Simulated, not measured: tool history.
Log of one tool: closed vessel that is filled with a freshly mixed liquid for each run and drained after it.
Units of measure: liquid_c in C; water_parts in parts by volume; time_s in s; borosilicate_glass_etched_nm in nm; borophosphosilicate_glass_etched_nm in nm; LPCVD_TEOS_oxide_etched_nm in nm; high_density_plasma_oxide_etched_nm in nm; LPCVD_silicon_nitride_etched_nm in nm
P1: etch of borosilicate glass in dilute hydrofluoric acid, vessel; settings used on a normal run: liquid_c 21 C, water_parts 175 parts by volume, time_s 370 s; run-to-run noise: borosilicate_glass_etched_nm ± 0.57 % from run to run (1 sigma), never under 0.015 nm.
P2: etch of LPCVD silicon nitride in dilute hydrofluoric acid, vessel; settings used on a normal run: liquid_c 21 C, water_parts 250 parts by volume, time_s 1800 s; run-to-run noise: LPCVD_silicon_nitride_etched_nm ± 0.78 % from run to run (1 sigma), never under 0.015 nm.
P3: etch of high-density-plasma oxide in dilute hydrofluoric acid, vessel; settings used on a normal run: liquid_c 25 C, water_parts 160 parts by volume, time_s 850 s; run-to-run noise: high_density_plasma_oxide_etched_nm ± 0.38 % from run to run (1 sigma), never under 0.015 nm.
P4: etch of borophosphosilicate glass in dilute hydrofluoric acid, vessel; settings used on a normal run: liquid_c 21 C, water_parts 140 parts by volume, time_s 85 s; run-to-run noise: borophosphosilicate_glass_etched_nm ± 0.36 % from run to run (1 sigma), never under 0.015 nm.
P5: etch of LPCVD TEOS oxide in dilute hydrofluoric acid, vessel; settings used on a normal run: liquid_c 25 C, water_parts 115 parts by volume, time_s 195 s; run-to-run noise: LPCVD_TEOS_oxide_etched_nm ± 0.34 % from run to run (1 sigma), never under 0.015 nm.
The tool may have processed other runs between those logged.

run	hour	process	liquid_c	water_parts	time_s	borosilicate_glass_etched_nm	borophosphosilicate_glass_etched_nm	LPCVD_TEOS_oxide_etched_nm	high_density_plasma_oxide_etched_nm	LPCVD_silicon_nitride_etched_nm
1	6	P1	21	175	370	46.966				
2	13.2	P4	21	140	35		7.9593			
3	18.6	P5	25	115	30			7.2061		
4	23.2	P1	21	175	50	6.3106				
5	29.1	P3	17	160	850				39.153	
6	32.8	P3	25	160	1360				85.538	
7	37.6	P2	21	145	1800					5.1401
8	43.3	P1	27	175	370	57.953				
9	50.2	P1	21	275	370	27.022				
10	54.1	P5	25	115	195			46.926		
11	59.3	P4	21	140	85		19.136			
12	64.3	P1	21	175	580	72.795				
13	72.6	P2	21	250	3435					5.8506
14	78.6	P2	17	250	1800					2.4023
15	83.3	P3	25	160	850				53.679	
# hour 88.8: hydrofluoric acid flow meter replaced
16	91.9	P1	21	175	370	46.759				
17	99.5	P4	21	140	85		19.348			
18	105.5	P1	21	175	370	46.873				
19	111.8	P3	25	90	850				104.08	
# hour 114.5: thermometer replaced
20	119.2	P5	33	115	195			63.276		
21	124.9	P4	27	140	85		24.112			
22	131.4	P1	21	75	370	121.86				
23	136.9	P1	24.5	70	370	151.27				
24	143.9	P3	25	160	850				53.651	
25	149.5	P5	25	215	195			22.316		
26	155	P2	21	250	1800					3.0982
27	161	P1	28.5	175	105	17.701				
28	168.1	P1	17	175	370	39.444				
29	176.2	P1	21	175	370	46.786				
30	183.5	P4	21	210	85		12.034			
31	189.8	P1	21	175	370	46.996				
32	197.7	P1	21	175	370	47.173				
33	204.8	P1	21	175	370	48.538				
34	213	P1	21	175	370	49.282				
35	221.2	P1	21	175	370	49.938				
36	225.1	P1	21	175	370	50.476				
37	232.1	P1	21	175	370	51.006				
38	239.2	P1	21	175	370	50.693				
39	245.6	P1	21	175	370	51.356				
40	252.5	P1	21	175	370	51.227				
41	257.6	P1	21	175	370	50.733				

What P1 gives has crept off from where it sat before. The 2 causes that follow fit the log equally well, each at the size noted:
A: liquid hotter than its thermometer reads (K) = 2.36
B: hydrofluoric acid flow above the setpoint (%) = 7.98
Onset of the creep was near hour 197.7.

Each of the 4 check runs below uses one wafer; its results are left as question marks. Which run tells the causes apart?
check 1	262.7	P4	25.5	140	85		?			
check 2	262.7	P2	21	250	3070					?
check 3	262.7	P3	17	160	850				?	
check 4	262.7	P5	32	115	195			?		

Outcome of each check run for each possible cause:
check	result	if A	if B
check 1	borophosphosilicate_glass_etched_nm	25.061	25.083
check 2	LPCVD_silicon_nitride_etched_nm	6.0565	5.6228
check 3	high_density_plasma_oxide_etched_nm	43.028	42.731
check 4	LPCVD_TEOS_oxide_etched_nm	66.546	66.843
Gap, in per cent, between the two causes that each check separates least, read from the result that separates them most: check 1 0.09 %; check 2 7.43 %; check 3 0.69 %; check 4 0.45 %
Of the check runs offered, only check 2 discriminates between the causes; the rest would read about the same regardless of which cause applies.

With check 2 done, the readings were: LPCVD_silicon_nitride_etched_nm 6.0048 nm. Identify which of the listed causes applies.

A is the cause: liquid hotter than its thermometer reads (K).
